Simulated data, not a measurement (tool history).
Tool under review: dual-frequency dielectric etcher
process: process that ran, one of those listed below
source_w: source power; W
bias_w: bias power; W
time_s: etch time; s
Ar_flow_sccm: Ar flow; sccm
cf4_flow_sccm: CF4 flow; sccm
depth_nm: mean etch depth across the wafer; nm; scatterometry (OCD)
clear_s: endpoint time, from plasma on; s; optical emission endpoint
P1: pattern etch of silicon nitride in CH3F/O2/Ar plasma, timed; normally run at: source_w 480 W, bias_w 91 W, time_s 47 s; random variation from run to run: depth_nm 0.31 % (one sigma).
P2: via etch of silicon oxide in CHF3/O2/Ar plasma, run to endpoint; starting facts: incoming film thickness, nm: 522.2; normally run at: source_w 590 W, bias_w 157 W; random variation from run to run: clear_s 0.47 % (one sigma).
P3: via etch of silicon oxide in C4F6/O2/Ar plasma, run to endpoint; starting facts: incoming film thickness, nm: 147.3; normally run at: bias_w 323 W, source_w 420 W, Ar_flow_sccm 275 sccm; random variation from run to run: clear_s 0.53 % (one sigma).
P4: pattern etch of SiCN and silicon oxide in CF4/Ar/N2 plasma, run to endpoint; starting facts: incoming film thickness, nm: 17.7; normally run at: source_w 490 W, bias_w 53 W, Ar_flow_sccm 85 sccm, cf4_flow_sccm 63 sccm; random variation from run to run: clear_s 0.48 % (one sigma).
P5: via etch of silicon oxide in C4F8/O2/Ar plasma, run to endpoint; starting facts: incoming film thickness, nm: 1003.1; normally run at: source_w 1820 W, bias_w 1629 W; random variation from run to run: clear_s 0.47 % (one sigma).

run	hour	process	source_w	bias_w	time_s	Ar_flow_sccm	cf4_flow_sccm	hours since the last wet clean	hours since the last source power generator calibration	hours since the last bias power generator calibration	depth_nm	clear_s
1	3.5	P1	480	91	47			162.8	1669.4	740.3	37.092	
2	7	P2	590	157				166.3	1672.9	743.8		284.97
3	9.7	P1	480	54	47			169	1675.6	746.5	31.117	
4	12.3	P4	290	53		85	63	171.6	1678.2	749.1		32.481
5	16.6	P1	480	91	65			175.9	1682.5	753.4	51.36	
6	19.7	P4	490	53		85	86	179	1685.6	756.5		19.305
7	23.6	P4	490	53		85	63	182.9	1689.5	760.4		20.416
8	26.8	P1	600	91	47			186.1	1692.7	763.6	40.441	
9	30.1	P1	480	91	47			189.4	1696	766.9	37.088	
10	34.4	P4	490	53		120	63	193.7	1700.3	771.2		21.441
11	38.9	P2	800	157				198.2	1704.8	775.7		254.42
12	41.1	P3	420	448		275		200.4	1707	777.9		32.966
13	44.2	P1	480	119	36			203.5	1710.1	781	31.396	
14	48.1	P2	590	98				207.4	1714	784.9		331.56
15	51	P3	420	323		275		210.3	1716.9	787.8		36.75
16	53.2	P3	270	323		275		212.5	1719.1	790		43.739
17	55.3	P5	1460	1629				214.6	1721.2	792.1		239.42
18	58.4	P1	480	91	47			217.7	1724.3	795.2	37.273	
19	62.1	P5	1820	1629				221.4	1728	798.9		220.44
20	65	P4	490	39		85	63	224.3	1730.9	801.8		22.269
21	68.5	P1	480	91	47			227.8	1734.4	805.3	37.257	
22	71.8	P3	420	323		168		231.1	1737.7	808.6		34.928
23	75.2	P1	480	91	26			234.5	1741.1	812	20.526	
24	77.8	P1	350	91	47			237.1	1743.7	814.6	33.073	
25	80.3	P5	1820	2090				239.6	1746.2	817.1		204.16
26	84.1	P1	660	65	47			243.4	1750	820.9	37.363	
27	88	P1	480	125	47			247.3	1753.9	824.8	41.928	
28	91.4	P1	480	91	47			250.7	1757.3	828.2	37.007	
29	94.8	P1	480	91	47			254.1	1760.7	831.6	37.555	

Run 30 is up next; what results do you expect?
30	97.3	P1	480	91	47			256.6	1763.2	834.1	?	

Run 30 measured depth_nm 37.431 nm.
